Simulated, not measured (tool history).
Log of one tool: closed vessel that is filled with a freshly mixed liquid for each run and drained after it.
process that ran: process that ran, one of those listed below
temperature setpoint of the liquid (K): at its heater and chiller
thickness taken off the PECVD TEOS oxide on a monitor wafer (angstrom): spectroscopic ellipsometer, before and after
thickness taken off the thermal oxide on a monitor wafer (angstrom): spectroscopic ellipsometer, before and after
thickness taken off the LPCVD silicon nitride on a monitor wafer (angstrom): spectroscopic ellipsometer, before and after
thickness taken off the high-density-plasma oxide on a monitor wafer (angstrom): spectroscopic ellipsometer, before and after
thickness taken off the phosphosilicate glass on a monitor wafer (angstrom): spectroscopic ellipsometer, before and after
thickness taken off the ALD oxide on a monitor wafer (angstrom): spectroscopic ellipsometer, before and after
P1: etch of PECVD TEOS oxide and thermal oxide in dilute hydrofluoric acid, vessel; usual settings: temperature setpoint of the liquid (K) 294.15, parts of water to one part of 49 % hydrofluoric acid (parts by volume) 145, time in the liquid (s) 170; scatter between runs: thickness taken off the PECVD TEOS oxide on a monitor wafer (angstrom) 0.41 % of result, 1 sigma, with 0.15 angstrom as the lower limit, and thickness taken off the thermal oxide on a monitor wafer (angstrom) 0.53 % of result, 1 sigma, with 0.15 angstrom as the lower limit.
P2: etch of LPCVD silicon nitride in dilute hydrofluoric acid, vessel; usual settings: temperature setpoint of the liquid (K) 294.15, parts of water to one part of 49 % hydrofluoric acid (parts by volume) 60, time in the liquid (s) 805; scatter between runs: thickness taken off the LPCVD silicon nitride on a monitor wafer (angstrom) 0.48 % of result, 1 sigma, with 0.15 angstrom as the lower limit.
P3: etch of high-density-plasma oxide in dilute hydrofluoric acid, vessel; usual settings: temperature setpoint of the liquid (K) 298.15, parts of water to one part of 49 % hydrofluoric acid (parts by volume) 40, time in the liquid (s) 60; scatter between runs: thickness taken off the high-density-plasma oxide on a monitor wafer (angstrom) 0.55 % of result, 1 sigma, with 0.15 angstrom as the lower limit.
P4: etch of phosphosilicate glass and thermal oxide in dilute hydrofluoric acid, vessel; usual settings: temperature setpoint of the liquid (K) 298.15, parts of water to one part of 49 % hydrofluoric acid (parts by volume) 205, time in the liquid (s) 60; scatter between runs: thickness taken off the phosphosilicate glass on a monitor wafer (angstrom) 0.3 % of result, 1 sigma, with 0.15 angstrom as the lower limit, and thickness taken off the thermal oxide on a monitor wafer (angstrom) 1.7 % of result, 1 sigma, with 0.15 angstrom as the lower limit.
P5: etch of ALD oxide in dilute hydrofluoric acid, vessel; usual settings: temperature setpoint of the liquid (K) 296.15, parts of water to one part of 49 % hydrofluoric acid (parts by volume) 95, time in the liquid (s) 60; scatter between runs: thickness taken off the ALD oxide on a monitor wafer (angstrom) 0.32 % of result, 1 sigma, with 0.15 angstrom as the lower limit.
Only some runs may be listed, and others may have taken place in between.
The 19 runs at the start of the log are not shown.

run	day	process that ran	temperature setpoint of the liquid (K)	parts of water to one part of 49 % hydrofluoric acid (parts by volume)	time in the liquid (s)	hours since the thermometer was replaced	hours since the hydrofluoric acid flow meter was replaced	thickness taken off the PECVD TEOS oxide on a monitor wafer (angstrom)	thickness taken off the thermal oxide on a monitor wafer (angstrom)	thickness taken off the LPCVD silicon nitride on a monitor wafer (angstrom)	thickness taken off the high-density-plasma oxide on a monitor wafer (angstrom)	thickness taken off the phosphosilicate glass on a monitor wafer (angstrom)	thickness taken off the ALD oxide on a monitor wafer (angstrom)
20	5.258	P4	298.15	205	30	1195.9	934.0		6.5056			160.22	
21	5.567	P1	294.15	145	170	1203.3	941.4	85.194	48.5040				
22	5.871	P1	294.15	145	170	1210.6	948.7	85.865	49.0450				
23	6.038	P5	296.15	95	60	1214.6	952.7						204.670
24	6.350	P3	298.15	40	60	1222.1	960.2				92.514		
25	6.562	P3	298.15	20	60	1227.2	965.3				189.340		
26	6.712	P1	294.15	65	170	1230.8	968.9	208.580	119.9500				
27	6.900	P5	301.15	95	60	1235.3	973.4						248.840
28	7.208	P5	296.15	95	100	1242.7	980.8						340.140
29	7.433	P1	294.15	145	170	1248.1	986.2	85.048	48.4440				
30	7.754	P2	299.15	60	805	1255.8	993.9			69.4630			
31	8.050	P1	294.15	145	170	1262.9	1001.0	85.306	48.2540				
32	8.333	P1	294.15	145	300	1269.7	1007.8	150.020	86.0500				
33	8.562	P4	298.15	55	60	1275.2	1013.3		58.4440			1427.40	
34	8.708	P1	294.15	145	170	1278.7	1016.8	85.114	48.2910				
35	8.854	P1	294.15	145	170	1282.2	1020.3	88.065	50.2120				

Run 36, settings as shown, results not yet in. Your forecast:
36	9.033	P1	294.15	145	170	1286.5	1024.6	?	?				

{"run 36": {"thickness taken off the PECVD TEOS oxide on a monitor wafer (angstrom)": 90.065, "thickness taken off the thermal oxide on a monitor wafer (angstrom)": 51.309}}
